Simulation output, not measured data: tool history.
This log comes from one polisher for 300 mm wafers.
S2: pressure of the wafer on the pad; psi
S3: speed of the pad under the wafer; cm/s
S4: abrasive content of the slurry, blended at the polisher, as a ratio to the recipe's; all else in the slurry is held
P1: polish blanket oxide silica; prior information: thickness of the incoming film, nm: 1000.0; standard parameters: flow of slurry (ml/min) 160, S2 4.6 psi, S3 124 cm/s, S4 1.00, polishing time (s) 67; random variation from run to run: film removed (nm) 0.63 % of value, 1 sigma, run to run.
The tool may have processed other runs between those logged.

run 1 hour=6.4 | flow_of_slurry_(ml/min)=160 S2=4.6 S3=124 S4=1.00 polishing_time_(s)=67 | film_removed_(nm)=215.07
run 2 hour=12.5 | flow_of_slurry_(ml/min)=160 S2=4.6 S3=124 S4=1.00 polishing_time_(s)=67 | film_removed_(nm)=215.33
run 3 hour=18.8 | flow_of_slurry_(ml/min)=220 S2=4.6 S3=124 S4=1.00 polishing_time_(s)=67 | film_removed_(nm)=225.39
run 4 hour=23.7 | flow_of_slurry_(ml/min)=160 S2=6.4 S3=124 S4=1.00 polishing_time_(s)=67 | film_removed_(nm)=298.50
run 5 hour=27.5 | flow_of_slurry_(ml/min)=160 S2=4.6 S3=124 S4=0.60 polishing_time_(s)=67 | film_removed_(nm)=164.52
run 6 hour=33.0 | flow_of_slurry_(ml/min)=95 S2=4.6 S3=124 S4=1.00 polishing_time_(s)=67 | film_removed_(nm)=192.97
run 7 hour=40.5 | flow_of_slurry_(ml/min)=160 S2=4.6 S3=124 S4=1.45 polishing_time_(s)=67 | film_removed_(nm)=251.75
run 8 hour=46.4 | flow_of_slurry_(ml/min)=160 S2=4.6 S3=124 S4=1.00 polishing_time_(s)=37 | film_removed_(nm)=118.82
run 9 hour=50.8 | flow_of_slurry_(ml/min)=95 S2=2.7 S3=124 S4=1.00 polishing_time_(s)=67 | film_removed_(nm)=113.52
run 10 hour=56.5 | flow_of_slurry_(ml/min)=160 S2=4.6 S3=124 S4=1.00 polishing_time_(s)=67 | film_removed_(nm)=214.46
run 11 hour=63.0 | flow_of_slurry_(ml/min)=160 S2=4.6 S3=124 S4=1.00 polishing_time_(s)=67 | film_removed_(nm)=215.66
run 12 hour=67.3 | flow_of_slurry_(ml/min)=95 S2=6.8 S3=124 S4=1.00 polishing_time_(s)=67 | film_removed_(nm)=284.57
run 13 hour=75.9 | flow_of_slurry_(ml/min)=160 S2=4.6 S3=166 S4=1.00 polishing_time_(s)=67 | film_removed_(nm)=270.01
run 14 hour=83.2 | flow_of_slurry_(ml/min)=160 S2=4.6 S3=124 S4=1.00 polishing_time_(s)=67 | film_removed_(nm)=216.39
run 15 hour=90.1 | flow_of_slurry_(ml/min)=160 S2=3.3 S3=124 S4=1.00 polishing_time_(s)=67 | film_removed_(nm)=154.72
run 16 hour=98.3 | flow_of_slurry_(ml/min)=160 S2=4.6 S3=124 S4=1.00 polishing_time_(s)=67 | film_removed_(nm)=215.58
-- hour=104.5 head pressure recalibrated
run 17 hour=105.8 | flow_of_slurry_(ml/min)=230 S2=4.6 S3=182 S4=1.00 polishing_time_(s)=67 | film_removed_(nm)=305.34
run 18 hour=112.4 | flow_of_slurry_(ml/min)=160 S2=4.6 S3=124 S4=1.00 polishing_time_(s)=85 | film_removed_(nm)=273.43
run 19 hour=120.5 | flow_of_slurry_(ml/min)=160 S2=4.6 S3=58 S4=1.00 polishing_time_(s)=67 | film_removed_(nm)=117.91
run 20 hour=125.8 | flow_of_slurry_(ml/min)=160 S2=4.6 S3=124 S4=1.00 polishing_time_(s)=67 | film_removed_(nm)=213.69
run 21 hour=130.3 | flow_of_slurry_(ml/min)=160 S2=4.6 S3=124 S4=1.00 polishing_time_(s)=67 | film_removed_(nm)=211.23
run 22 hour=135.8 | flow_of_slurry_(ml/min)=160 S2=4.6 S3=124 S4=1.00 polishing_time_(s)=67 | film_removed_(nm)=205.82
run 23 hour=144.2 | flow_of_slurry_(ml/min)=160 S2=4.6 S3=124 S4=1.00 polishing_time_(s)=67 | film_removed_(nm)=201.60
run 24 hour=149.7 | flow_of_slurry_(ml/min)=160 S2=4.6 S3=124 S4=1.00 polishing_time_(s)=67 | film_removed_(nm)=201.02
-- hour=151.2 slurry blender recalibrated
-- hour=152.8 worn pad replaced by a new one
-- hour=154.8 conditioning disc replaced and pad reconditioned
run 25 hour=156.3 | flow_of_slurry_(ml/min)=160 S2=4.6 S3=124 S4=1.00 polishing_time_(s)=67 | film_removed_(nm)=201.48
run 26 hour=162.9 | flow_of_slurry_(ml/min)=160 S2=4.6 S3=124 S4=1.00 polishing_time_(s)=67 | film_removed_(nm)=197.89
run 27 hour=168.4 | flow_of_slurry_(ml/min)=160 S2=4.6 S3=124 S4=1.00 polishing_time_(s)=67 | film_removed_(nm)=199.16
run 28 hour=174.6 | flow_of_slurry_(ml/min)=160 S2=4.6 S3=124 S4=1.00 polishing_time_(s)=67 | film_removed_(nm)=197.96

Compared with where it was, what P1 gives has crept away. Each cause listed below fits the log as well as the rest, at the size given for it:
A: head's pressure below its setpoint, % = 8.02
B: slurry flow missing at the pad, % = 34.4
The process output started creeping at around hour 125.8.
Why every other cause is out:
removal rate lost through wear of the pad, %: serviced at hour 152.8, which brought nothing back
abrasive missing from the slurry, %: serviced at hour 151.2, which brought nothing back
time polished since the conditioner stopped cutting, s: serviced at hour 154.8, which brought nothing back

Listed below are the offered check runs, one wafer per run, with question marks in place of results. For which of them would the causes give clearly different outcomes?
run check 1 hour=180.8 | flow_of_slurry_(ml/min)=160 S2=6.4 S3=124 S4=1.40 polishing_time_(s)=67 | film_removed_(nm)=?
run check 2 hour=180.8 | flow_of_slurry_(ml/min)=160 S2=4.6 S3=124 S4=1.25 polishing_time_(s)=41 | film_removed_(nm)=?
run check 3 hour=180.8 | flow_of_slurry_(ml/min)=160 S2=4.6 S3=124 S4=0.65 polishing_time_(s)=67 | film_removed_(nm)=?
run check 4 hour=180.8 | flow_of_slurry_(ml/min)=95 S2=6.4 S3=124 S4=1.00 polishing_time_(s)=67 | film_removed_(nm)=?

Expected result of each check under each candidate cause:
check=check_1 result=film_removed_(nm) if_A=316.67 if_B=316.60
check=check_2 result=film_removed_(nm) if_A=133.31 if_B=133.28
check=check_3 result=film_removed_(nm) if_A=159.11 if_B=159.07
check=check_4 result=film_removed_(nm) if_A=247.16 if_B=235.40
Gap, in per cent, between the two causes that each check separates least, read from the result that separates them most: check 1 0.02 %; check 2 0.02 %; check 3 0.02 %; check 4 4.88 %
The other checks would show nearly matching results whichever cause is true, so check 4 is the only one that separates the causes.

Here is what check 4 returned: film removed (nm) 246.39. Which cause is it?

Of the candidate causes, it is A: head's pressure below its setpoint, %.

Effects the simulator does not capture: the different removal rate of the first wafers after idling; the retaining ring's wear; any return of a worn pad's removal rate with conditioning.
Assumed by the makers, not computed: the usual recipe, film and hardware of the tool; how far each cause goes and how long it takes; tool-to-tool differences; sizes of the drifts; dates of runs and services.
